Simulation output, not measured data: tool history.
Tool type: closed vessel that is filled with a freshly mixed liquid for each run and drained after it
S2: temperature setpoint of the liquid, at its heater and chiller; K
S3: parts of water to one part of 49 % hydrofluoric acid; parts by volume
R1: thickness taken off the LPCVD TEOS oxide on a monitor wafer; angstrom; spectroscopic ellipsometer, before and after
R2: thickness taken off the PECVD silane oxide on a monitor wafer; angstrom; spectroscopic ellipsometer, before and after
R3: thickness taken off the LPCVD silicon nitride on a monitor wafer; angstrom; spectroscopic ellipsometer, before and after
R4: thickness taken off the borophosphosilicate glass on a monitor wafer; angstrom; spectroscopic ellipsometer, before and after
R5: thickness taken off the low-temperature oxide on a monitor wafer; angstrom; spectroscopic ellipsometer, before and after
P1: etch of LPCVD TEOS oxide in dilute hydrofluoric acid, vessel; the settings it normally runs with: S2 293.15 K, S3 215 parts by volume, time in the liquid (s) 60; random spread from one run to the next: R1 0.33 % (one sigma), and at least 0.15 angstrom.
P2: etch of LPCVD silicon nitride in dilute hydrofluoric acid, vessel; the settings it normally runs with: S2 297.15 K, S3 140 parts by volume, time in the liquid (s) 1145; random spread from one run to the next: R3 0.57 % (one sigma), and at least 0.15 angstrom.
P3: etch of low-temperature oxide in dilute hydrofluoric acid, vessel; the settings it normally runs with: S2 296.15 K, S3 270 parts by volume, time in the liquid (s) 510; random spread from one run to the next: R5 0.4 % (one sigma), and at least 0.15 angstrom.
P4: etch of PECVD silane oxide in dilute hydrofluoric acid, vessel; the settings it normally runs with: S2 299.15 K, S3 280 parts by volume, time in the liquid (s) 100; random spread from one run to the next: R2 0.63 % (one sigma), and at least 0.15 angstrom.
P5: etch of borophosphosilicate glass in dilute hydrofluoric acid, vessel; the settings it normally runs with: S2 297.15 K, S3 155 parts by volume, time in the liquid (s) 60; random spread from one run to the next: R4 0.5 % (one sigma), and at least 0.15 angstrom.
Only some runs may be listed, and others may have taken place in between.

Run 1, day 0.421: process that ran P1, S2 293.15 K, S3 215 parts by volume, time in the liquid (s) 60. Result: R1 123.720 angstrom.
Run 2, day 0.908: process that ran P4, S2 299.15 K, S3 485 parts by volume, time in the liquid (s) 100. Result: R2 23.757 angstrom.
Run 3, day 1.496: process that ran P2, S2 297.15 K, S3 70 parts by volume, time in the liquid (s) 1145. Result: R3 78.573 angstrom.
Run 4, day 2.100: process that ran P5, S2 297.15 K, S3 25 parts by volume, time in the liquid (s) 60. Result: R4 1179.800 angstrom.
Run 5, day 2.567: process that ran P5, S2 297.15 K, S3 155 parts by volume, time in the liquid (s) 30. Result: R4 80.984 angstrom.
Run 6, day 2.912: process that ran P1, S2 290.15 K, S3 375 parts by volume, time in the liquid (s) 60. Result: R1 55.304 angstrom.
Run 7, day 3.508: process that ran P1, S2 290.15 K, S3 215 parts by volume, time in the liquid (s) 60. Result: R1 109.770 angstrom.
Run 8, day 3.862: process that ran P3, S2 296.15 K, S3 125 parts by volume, time in the liquid (s) 510. Result: R5 621.100 angstrom.
Run 9, day 4.371: process that ran P4, S2 299.15 K, S3 280 parts by volume, time in the liquid (s) 100. Result: R2 50.269 angstrom.
Run 10, day 4.671: process that ran P1, S2 298.65 K, S3 215 parts by volume, time in the liquid (s) 60. Result: R1 151.080 angstrom.
Run 11, day 4.971: process that ran P1, S2 290.15 K, S3 215 parts by volume, time in the liquid (s) 30. Result: R1 54.765 angstrom.
Run 12, day 5.483: process that ran P1, S2 293.15 K, S3 80 parts by volume, time in the liquid (s) 60. Result: R1 384.340 angstrom.
Run 13, day 6.083: process that ran P1, S2 293.15 K, S3 215 parts by volume, time in the liquid (s) 30. Result: R1 61.801 angstrom.
At day 6.375: thermometer replaced.
Run 14, day 6.500: process that ran P4, S2 305.65 K, S3 280 parts by volume, time in the liquid (s) 100. Result: R2 61.969 angstrom.
Run 15, day 6.967: process that ran P1, S2 293.15 K, S3 215 parts by volume, time in the liquid (s) 60. Result: R1 124.340 angstrom.
Run 16, day 7.500: process that ran P2, S2 297.15 K, S3 140 parts by volume, time in the liquid (s) 615. Result: R3 21.321 angstrom.
Run 17, day 7.888: process that ran P4, S2 299.15 K, S3 280 parts by volume, time in the liquid (s) 35. Result: R2 17.357 angstrom.
Run 18, day 8.192: process that ran P2, S2 297.15 K, S3 140 parts by volume, time in the liquid (s) 1145. Result: R3 39.353 angstrom.
Run 19, day 8.596: process that ran P1, S2 293.15 K, S3 215 parts by volume, time in the liquid (s) 60. Result: R1 123.660 angstrom.
Run 20, day 8.975: process that ran P1, S2 293.15 K, S3 215 parts by volume, time in the liquid (s) 120. Result: R1 248.540 angstrom.
Run 21, day 9.454: process that ran P1, S2 293.15 K, S3 215 parts by volume, time in the liquid (s) 60. Result: R1 122.930 angstrom.
Run 22, day 9.971: process that ran P3, S2 296.15 K, S3 270 parts by volume, time in the liquid (s) 510. Result: R5 247.700 angstrom.
Run 23, day 10.525: process that ran P3, S2 296.15 K, S3 270 parts by volume, time in the liquid (s) 510. Result: R5 249.000 angstrom.
Run 24, day 10.925: process that ran P5, S2 297.15 K, S3 155 parts by volume, time in the liquid (s) 60. Result: R4 161.580 angstrom.
Run 25, day 11.433: process that ran P5, S2 301.15 K, S3 155 parts by volume, time in the liquid (s) 60. Result: R4 188.310 angstrom.

Run 26 comes next. What will it give?
Run 26, day 11.858: process that ran P3, S2 296.15 K, S3 270 parts by volume, time in the liquid (s) 150. Result: R5 ?.

{"run 26": {"R5": 73.319}}

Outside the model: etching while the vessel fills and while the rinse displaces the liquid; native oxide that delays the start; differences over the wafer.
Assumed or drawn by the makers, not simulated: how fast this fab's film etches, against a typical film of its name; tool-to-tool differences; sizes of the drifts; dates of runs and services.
